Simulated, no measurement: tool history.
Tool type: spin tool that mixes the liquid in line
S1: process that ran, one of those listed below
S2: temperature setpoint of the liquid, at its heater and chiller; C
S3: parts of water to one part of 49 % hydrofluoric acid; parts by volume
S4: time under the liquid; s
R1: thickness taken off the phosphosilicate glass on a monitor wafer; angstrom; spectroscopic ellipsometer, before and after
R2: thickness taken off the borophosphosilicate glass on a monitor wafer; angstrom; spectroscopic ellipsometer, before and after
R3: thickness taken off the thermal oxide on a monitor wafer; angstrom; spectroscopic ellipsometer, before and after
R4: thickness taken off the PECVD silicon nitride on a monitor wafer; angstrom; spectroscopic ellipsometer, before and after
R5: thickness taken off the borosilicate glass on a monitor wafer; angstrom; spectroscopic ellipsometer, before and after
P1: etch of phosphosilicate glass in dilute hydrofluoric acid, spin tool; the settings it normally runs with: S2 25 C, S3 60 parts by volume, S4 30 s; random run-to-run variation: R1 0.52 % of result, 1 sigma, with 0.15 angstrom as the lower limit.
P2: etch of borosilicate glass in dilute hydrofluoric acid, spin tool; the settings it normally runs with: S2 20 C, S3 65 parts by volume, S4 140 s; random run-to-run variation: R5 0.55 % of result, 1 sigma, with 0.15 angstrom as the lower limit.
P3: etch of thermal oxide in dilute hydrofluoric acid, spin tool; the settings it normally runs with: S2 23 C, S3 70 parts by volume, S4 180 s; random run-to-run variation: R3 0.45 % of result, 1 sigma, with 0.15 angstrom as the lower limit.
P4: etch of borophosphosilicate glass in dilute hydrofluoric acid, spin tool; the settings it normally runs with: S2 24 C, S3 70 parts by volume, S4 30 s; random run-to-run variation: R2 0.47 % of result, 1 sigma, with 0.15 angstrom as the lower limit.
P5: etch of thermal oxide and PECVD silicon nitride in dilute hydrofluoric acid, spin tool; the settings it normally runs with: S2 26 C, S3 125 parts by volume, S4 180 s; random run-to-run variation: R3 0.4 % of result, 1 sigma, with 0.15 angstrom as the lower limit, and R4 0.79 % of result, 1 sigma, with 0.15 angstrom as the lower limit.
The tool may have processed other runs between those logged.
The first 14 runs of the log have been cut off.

Run 15, hour 56.4: S1 P1, S2 19.5 C, S3 95 parts by volume, S4 30 s. Result: R1 408.16 angstrom.
Run 16, hour 61: S1 P3, S2 18.5 C, S3 70 parts by volume, S4 180 s. Result: R3 105.8 angstrom.
Run 17, hour 63.9: S1 P2, S2 20 C, S3 65 parts by volume, S4 140 s. Result: R5 391.5 angstrom.
Run 18, hour 66.9: S1 P3, S2 23 C, S3 70 parts by volume, S4 275 s. Result: R3 195 angstrom.
At hour 70.2: hydrofluoric acid flow meter replaced.
Run 19, hour 71.9: S1 P1, S2 25 C, S3 105 parts by volume, S4 30 s. Result: R1 454.52 angstrom.
Run 20, hour 77: S1 P1, S2 25 C, S3 60 parts by volume, S4 30 s. Result: R1 841.17 angstrom.
Run 21, hour 82.3: S1 P4, S2 24 C, S3 70 parts by volume, S4 30 s. Result: R2 280.7 angstrom.
Run 22, hour 86.4: S1 P5, S2 26 C, S3 125 parts by volume, S4 180 s. Result: R3 68.51 angstrom, R4 28.514 angstrom.
Run 23, hour 91.4: S1 P1, S2 25 C, S3 60 parts by volume, S4 30 s. Result: R1 839.25 angstrom.
Run 24, hour 95.7: S1 P3, S2 23 C, S3 70 parts by volume, S4 180 s. Result: R3 127.46 angstrom.
Run 25, hour 101.3: S1 P5, S2 26 C, S3 195 parts by volume, S4 180 s. Result: R3 40.206 angstrom, R4 18.26 angstrom.
Run 26, hour 107.1: S1 P1, S2 25 C, S3 60 parts by volume, S4 30 s. Result: R1 846.88 angstrom.
Run 27, hour 109.9: S1 P5, S2 30 C, S3 125 parts by volume, S4 180 s. Result: R3 79.028 angstrom, R4 35.805 angstrom.
Run 28, hour 114.4: S1 P1, S2 25 C, S3 60 parts by volume, S4 30 s. Result: R1 849.37 angstrom.
Run 29, hour 117.1: S1 P5, S2 26 C, S3 125 parts by volume, S4 260 s. Result: R3 98.328 angstrom, R4 41.096 angstrom.
Run 30, hour 121.1: S1 P2, S2 17 C, S3 65 parts by volume, S4 140 s. Result: R5 346.08 angstrom.
Run 31, hour 124.9: S1 P1, S2 25 C, S3 60 parts by volume, S4 30 s. Result: R1 842.26 angstrom.

Predict the results of run 32:
Run 32, hour 128.8: S1 P1, S2 25 C, S3 60 parts by volume, S4 30 s. Result: R1 ?.

{"run 32": {"R1": 838.5}}

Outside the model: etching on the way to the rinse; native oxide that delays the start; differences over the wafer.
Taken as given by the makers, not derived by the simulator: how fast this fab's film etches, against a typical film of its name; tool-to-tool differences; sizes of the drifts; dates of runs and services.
